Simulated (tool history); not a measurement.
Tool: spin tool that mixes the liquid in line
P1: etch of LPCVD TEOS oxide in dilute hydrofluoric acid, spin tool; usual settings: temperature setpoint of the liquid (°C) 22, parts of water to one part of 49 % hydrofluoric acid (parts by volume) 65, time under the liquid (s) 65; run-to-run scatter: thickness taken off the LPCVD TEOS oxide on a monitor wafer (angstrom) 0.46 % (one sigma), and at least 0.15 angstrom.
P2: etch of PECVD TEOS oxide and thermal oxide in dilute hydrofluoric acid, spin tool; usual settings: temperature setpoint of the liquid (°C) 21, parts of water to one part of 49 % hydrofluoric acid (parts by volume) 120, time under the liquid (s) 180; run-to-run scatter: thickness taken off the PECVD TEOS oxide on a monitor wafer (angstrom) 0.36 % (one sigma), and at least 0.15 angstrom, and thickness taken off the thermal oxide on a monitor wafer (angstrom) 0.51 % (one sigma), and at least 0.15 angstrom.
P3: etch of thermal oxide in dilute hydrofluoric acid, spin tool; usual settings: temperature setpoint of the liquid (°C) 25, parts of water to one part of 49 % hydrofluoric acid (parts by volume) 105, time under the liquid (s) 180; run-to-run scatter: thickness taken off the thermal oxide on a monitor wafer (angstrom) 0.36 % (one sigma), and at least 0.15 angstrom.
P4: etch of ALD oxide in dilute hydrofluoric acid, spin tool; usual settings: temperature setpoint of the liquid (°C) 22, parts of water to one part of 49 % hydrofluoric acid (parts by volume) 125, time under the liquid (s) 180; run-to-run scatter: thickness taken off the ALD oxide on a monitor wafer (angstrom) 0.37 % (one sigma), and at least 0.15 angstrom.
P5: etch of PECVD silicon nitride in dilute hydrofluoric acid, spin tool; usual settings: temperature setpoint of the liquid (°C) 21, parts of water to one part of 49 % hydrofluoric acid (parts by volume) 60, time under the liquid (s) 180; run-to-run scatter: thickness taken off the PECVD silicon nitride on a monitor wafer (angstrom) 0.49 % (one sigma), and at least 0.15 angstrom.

run	hour	process that ran	temperature setpoint of the liquid (°C)	parts of water to one part of 49 % hydrofluoric acid (parts by volume)	time under the liquid (s)	hours since the thermometer was replaced	hours since the hydrofluoric acid flow meter was replaced	thickness taken off the LPCVD TEOS oxide on a monitor wafer (angstrom)	thickness taken off the PECVD silicon nitride on a monitor wafer (angstrom)	thickness taken off the thermal oxide on a monitor wafer (angstrom)	thickness taken off the ALD oxide on a monitor wafer (angstrom)	thickness taken off the PECVD TEOS oxide on a monitor wafer (angstrom)
1	11.1	P1	22	65	65	1432.8	668.2	527.85				
2	20.5	P5	21	60	325	1442.2	677.6		140.81			
3	32.7	P1	22	40	65	1454.4	689.8	881.75				
4	41.1	P5	28.5	60	180	1462.8	698.2		128.65			
5	51.8	P1	22	65	65	1473.5	708.9	526.13				
6	59.1	P1	22	65	100	1480.8	716.2	811.05				
7	70	P3	25	45	180	1491.7	727.1			215.64		
8	75.9	P1	17	65	20	1497.6	733	132.13				
9	89.5	P4	22	65	180	1511.2	746.6				250.98	
10	96.2	P5	21	60	180	1517.9	753.3		78.416			
11	106.8	P1	22	115	65	1528.5	763.9	283.22				
12	120.3	P2	21	50	180	1542	777.4			151.88		590.15
13	131.3	P4	22	125	180	1553	788.4				122.2	
14	144.3	P4	22	125	305	1566	801.4				207.89	
15	150.5	P3	25	105	180	1572.2	807.6			85.397		
16	161.7	P1	17	65	65	1583.4	818.8	428.83				
17	170.6	P3	25	105	180	1592.3	827.7			84.925		
18	182.3	P1	26	65	65	1604	839.4	621.33				
19	189.3	P1	22	65	65	1611	846.4	531.38				
20	195.5	P2	17	120	180	1617.2	852.6			49.468		192.04
21	209	P5	21	60	180	1630.7	866.1		78.487			
22	217.3	P1	22	65	15	1639	874.4	121.59				
23	226.4	P4	28	125	180	1648.1	883.5				152.83	
24	236.1	P1	22	65	65	1657.8	893.2	527.25				
25	247.3	P2	21	120	330	1669	904.4			105.95		413.59
26	257.2	P3	25	105	285	1678.9	914.3			135.66		
27	263.9	P5	21	20	180	1685.6	921		226.95			
28	271.1	P1	22	65	65	1692.8	928.2	528.16				
# hour 275.1: hydrofluoric acid flow meter replaced
29	281.4	P2	21	120	180	1703.1	6.4			58.07		227.31
30	289.4	P1	17	100	65	1711.1	14.4	268.59				
31	300.8	P1	22	65	65	1722.5	25.8	526.67				
32	309.9	P4	22	125	180	1731.6	34.9				121.55	
33	317.8	P1	28.5	65	95	1739.5	42.8	991.52				
34	325	P2	21	120	180	1746.7	50			57.988		227.04
35	332.5	P3	30.5	105	180	1754.2	57.5			105.5		
36	340.4	P1	22	65	65	1762.1	65.4	530.4				
37	346.5	P1	22	65	65	1768.2	71.5	543.06				
38	352.6	P1	22	65	65	1774.3	77.6	548.65				

Run 39 comes next. What will it give?
39	361.5	P1	22	65	65	1783.2	86.5	?				

thickness taken off the LPCVD TEOS oxide on a monitor wafer (angstrom): 555.85
